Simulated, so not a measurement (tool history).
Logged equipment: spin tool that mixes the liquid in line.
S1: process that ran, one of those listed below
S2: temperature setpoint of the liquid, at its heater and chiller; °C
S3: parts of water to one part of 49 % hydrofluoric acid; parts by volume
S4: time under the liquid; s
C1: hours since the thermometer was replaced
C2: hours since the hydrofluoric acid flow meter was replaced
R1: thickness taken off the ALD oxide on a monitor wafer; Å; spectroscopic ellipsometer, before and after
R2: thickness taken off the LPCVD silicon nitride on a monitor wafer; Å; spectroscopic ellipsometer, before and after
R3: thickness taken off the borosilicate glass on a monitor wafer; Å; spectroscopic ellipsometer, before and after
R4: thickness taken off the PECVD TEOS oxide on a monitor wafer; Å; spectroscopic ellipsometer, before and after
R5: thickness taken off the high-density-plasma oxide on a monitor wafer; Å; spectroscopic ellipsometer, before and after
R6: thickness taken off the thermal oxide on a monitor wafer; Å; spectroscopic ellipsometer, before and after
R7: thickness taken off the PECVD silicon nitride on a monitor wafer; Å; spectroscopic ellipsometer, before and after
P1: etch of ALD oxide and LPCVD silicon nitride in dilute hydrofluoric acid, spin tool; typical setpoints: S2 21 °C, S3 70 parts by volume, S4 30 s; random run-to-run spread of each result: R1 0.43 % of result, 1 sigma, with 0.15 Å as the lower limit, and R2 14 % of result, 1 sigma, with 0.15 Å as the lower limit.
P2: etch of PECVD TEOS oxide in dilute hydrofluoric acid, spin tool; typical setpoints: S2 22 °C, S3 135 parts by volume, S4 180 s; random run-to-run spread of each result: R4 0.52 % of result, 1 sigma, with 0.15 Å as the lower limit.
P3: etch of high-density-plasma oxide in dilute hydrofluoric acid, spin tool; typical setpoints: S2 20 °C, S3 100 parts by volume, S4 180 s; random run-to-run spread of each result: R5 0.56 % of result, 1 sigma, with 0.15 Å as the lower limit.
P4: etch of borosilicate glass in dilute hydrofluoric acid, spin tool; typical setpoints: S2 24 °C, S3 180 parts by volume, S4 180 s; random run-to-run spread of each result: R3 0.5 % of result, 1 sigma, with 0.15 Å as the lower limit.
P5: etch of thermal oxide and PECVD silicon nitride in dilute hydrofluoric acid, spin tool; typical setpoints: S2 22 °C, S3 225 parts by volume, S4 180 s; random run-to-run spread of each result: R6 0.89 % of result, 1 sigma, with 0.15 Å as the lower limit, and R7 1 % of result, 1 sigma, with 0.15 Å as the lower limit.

{"run": 1, "hour": 8.5, "S1": "P1", "S2": 21, "S3": 70, "S4": 30, "C1": 519.4, "C2": 351.2, "R1": 132.79, "R2": 1.6527}
{"run": 2, "hour": 21.6, "S1": "P4", "S2": 24, "S3": 180, "S4": 180, "C1": 532.5, "C2": 364.3, "R3": 286.53}
{"run": 3, "hour": 32.0, "S1": "P2", "S2": 22, "S3": 135, "S4": 180, "C1": 542.9, "C2": 374.7, "R4": 128.47}
{"run": 4, "hour": 39.2, "S1": "P1", "S2": 21, "S3": 70, "S4": 15, "C1": 550.1, "C2": 381.9, "R1": 65.796, "R2": 0.97818}
{"run": 5, "hour": 50.2, "S1": "P1", "S2": 21, "S3": 105, "S4": 30, "C1": 561.1, "C2": 392.9, "R1": 83.853, "R2": 0.59535}
{"run": 6, "hour": 57.3, "S1": "P2", "S2": 22, "S3": 135, "S4": 180, "C1": 568.2, "C2": 400, "R4": 127.73}
{"run": 7, "hour": 69.3, "S1": "P4", "S2": 24, "S3": 180, "S4": 180, "C1": 580.2, "C2": 412, "R3": 284.17}
{"run": 8, "hour": 79.2, "S1": "P3", "S2": 20, "S3": 100, "S4": 35, "C1": 590.1, "C2": 421.9, "R5": 15.239}
{"run": 9, "hour": 90.4, "S1": "P1", "S2": 21, "S3": 70, "S4": 30, "C1": 601.3, "C2": 433.1, "R1": 131.35, "R2": 1.3973}
{"run": 10, "hour": 102.4, "S1": "P1", "S2": 21, "S3": 20, "S4": 15, "C1": 613.3, "C2": 445.1, "R1": 245.93, "R2": 2.9085}
{"run": 11, "hour": 109.6, "S1": "P4", "S2": 19.5, "S3": 180, "S4": 180, "C1": 620.5, "C2": 452.3, "R3": 242.28}
{"run": 12, "hour": 121.5, "S1": "P3", "S2": 17, "S3": 100, "S4": 180, "C1": 632.4, "C2": 464.2, "R5": 69.237}
{"run": 13, "hour": 134.9, "S1": "P1", "S2": 21, "S3": 70, "S4": 30, "C1": 645.8, "C2": 477.6, "R1": 131.12, "R2": 1.5624}
{"run": 14, "hour": 148.4, "S1": "P5", "S2": 22, "S3": 130, "S4": 180, "C1": 659.3, "C2": 491.1, "R6": 59.85, "R7": 44.188}
{"run": 15, "hour": 156.3, "S1": "P1", "S2": 21, "S3": 70, "S4": 65, "C1": 667.2, "C2": 499, "R1": 286.65, "R2": 3.9362}
{"hour": 161.7, "done": "hydrofluoric acid flow meter replaced"}
{"run": 16, "hour": 170.3, "S1": "P1", "S2": 21, "S3": 70, "S4": 30, "C1": 681.2, "C2": 8.6, "R1": 131.63, "R2": 1.3634}
{"run": 17, "hour": 177.4, "S1": "P3", "S2": 20, "S3": 100, "S4": 180, "C1": 688.3, "C2": 15.7, "R5": 77.872}
{"run": 18, "hour": 186.7, "S1": "P1", "S2": 21, "S3": 25, "S4": 30, "C1": 697.6, "C2": 25, "R1": 386.78, "R2": 4.5439}
{"run": 19, "hour": 193.8, "S1": "P2", "S2": 22, "S3": 135, "S4": 65, "C1": 704.7, "C2": 32.1, "R4": 46.591}
{"run": 20, "hour": 203.6, "S1": "P5", "S2": 28, "S3": 225, "S4": 180, "C1": 714.5, "C2": 41.9, "R6": 38.642, "R7": 35.902}
{"run": 21, "hour": 212.5, "S1": "P2", "S2": 17, "S3": 135, "S4": 180, "C1": 723.4, "C2": 50.8, "R4": 104.65}
{"run": 22, "hour": 223.9, "S1": "P2", "S2": 22, "S3": 35, "S4": 180, "C1": 734.8, "C2": 62.2, "R4": 555.52}
{"run": 23, "hour": 234.5, "S1": "P5", "S2": 22, "S3": 225, "S4": 50, "C1": 745.4, "C2": 72.8, "R6": 8.6521, "R7": 6.9876}
{"run": 24, "hour": 248.0, "S1": "P1", "S2": 17, "S3": 70, "S4": 30, "C1": 758.9, "C2": 86.3, "R1": 110.83, "R2": 0.6434}
{"run": 25, "hour": 262.0, "S1": "P4", "S2": 24, "S3": 180, "S4": 340, "C1": 772.9, "C2": 100.3, "R3": 545.99}
{"run": 26, "hour": 270.4, "S1": "P1", "S2": 26.5, "S3": 105, "S4": 30, "C1": 781.3, "C2": 108.7, "R1": 104.1, "R2": 1.5468}
{"run": 27, "hour": 280.2, "S1": "P5", "S2": 22, "S3": 225, "S4": 180, "C1": 791.1, "C2": 118.5, "R6": 30.861, "R7": 25.3}
{"run": 28, "hour": 290.5, "S1": "P1", "S2": 28, "S3": 70, "S4": 30, "C1": 801.4, "C2": 128.8, "R1": 174.28, "R2": 1.8224}
{"run": 29, "hour": 297.1, "S1": "P3", "S2": 20, "S3": 145, "S4": 180, "C1": 808, "C2": 135.4, "R5": 51.732}
{"run": 30, "hour": 309.6, "S1": "P4", "S2": 24, "S3": 45, "S4": 180, "C1": 820.5, "C2": 147.9, "R3": 1355}
{"run": 31, "hour": 319.7, "S1": "P1", "S2": 21, "S3": 70, "S4": 30, "C1": 830.6, "C2": 158, "R1": 131.22, "R2": 1.2836}
{"run": 32, "hour": 328.7, "S1": "P1", "S2": 21, "S3": 70, "S4": 30, "C1": 839.6, "C2": 167, "R1": 128.11, "R2": 1.6087}
{"run": 33, "hour": 337.8, "S1": "P1", "S2": 21, "S3": 70, "S4": 30, "C1": 848.7, "C2": 176.1, "R1": 125.46, "R2": 1.2491}
{"run": 34, "hour": 349.3, "S1": "P1", "S2": 21, "S3": 70, "S4": 30, "C1": 860.2, "C2": 187.6, "R1": 123.75, "R2": 1.2824}
{"run": 35, "hour": 361.0, "S1": "P1", "S2": 21, "S3": 70, "S4": 30, "C1": 871.9, "C2": 199.3, "R1": 121.73, "R2": 1.4519}
{"run": 36, "hour": 373.4, "S1": "P1", "S2": 21, "S3": 70, "S4": 30, "C1": 884.3, "C2": 211.7, "R1": 121.11, "R2": 1.3582}
{"run": 37, "hour": 380.2, "S1": "P1", "S2": 21, "S3": 70, "S4": 30, "C1": 891.1, "C2": 218.5, "R1": 119.73, "R2": 1.7741}
{"run": 38, "hour": 387.8, "S1": "P1", "S2": 21, "S3": 70, "S4": 30, "C1": 898.7, "C2": 226.1, "R1": 121.15, "R2": 0.85654}
{"run": 39, "hour": 400.2, "S1": "P1", "S2": 21, "S3": 70, "S4": 30, "C1": 911.1, "C2": 238.5, "R1": 120.2, "R2": 1.5673}
{"run": 40, "hour": 408.8, "S1": "P1", "S2": 21, "S3": 70, "S4": 30, "C1": 919.7, "C2": 247.1, "R1": 120.43, "R2": 1.7656}
{"run": 41, "hour": 415.9, "S1": "P1", "S2": 21, "S3": 70, "S4": 30, "C1": 926.8, "C2": 254.2, "R1": 120.62, "R2": 1.4314}

The log shows P1 creeping away from where it was. Any of the 2 causes listed here, at the size stated for it, fits the log just as well as the others:
A: hydrofluoric acid flow below the setpoint (%) = 7.79
B: liquid colder than its thermometer reads (K) = 2.11
The creep began at about hour 319.7.

Of the 4 check runs below, each run on 3 wafers with the results averaged and each result still a question mark, which one would tell the listed causes apart?
{"run": "check 1", "hour": 423.0, "S1": "P3", "S2": 17, "S3": 100, "S4": 60, "R5": "?"}
{"run": "check 2", "hour": 423.0, "S1": "P5", "S2": 22, "S3": 160, "S4": 115, "R6": "?", "R7": "?"}
{"run": "check 3", "hour": 423.0, "S1": "P2", "S2": 17, "S3": 45, "S4": 180, "R4": "?"}
{"run": "check 4", "hour": 423.0, "S1": "P4", "S2": 24, "S3": 85, "S4": 180, "R3": "?"}

If the cause were each of the candidates in turn, the checks would give the following:
check=check_1 result=R5 if_A=21.123 if_B=21.123
check=check_2 result=R6 if_A=27.091 if_B=27.443
check=check_2 result=R7 if_A=20.804 if_B=19.599
check=check_3 result=R4 if_A=316.68 if_B=314.31
check=check_4 result=R3 if_A=621.31 if_B=624.27
Per-check spread between the two closest causes, in the result where they differ most: check 1 0 %; check 2 5.97 %; check 3 0.75 %; check 4 0.48 %
The other checks would show nearly matching results whichever cause is true, so check 2 is the only one that separates the causes.

After running check 2, the following was obtained: R6 27.046 Å; R7 21.053 Å. Which cause does this point to?

A is the cause: hydrofluoric acid flow below the setpoint (%).
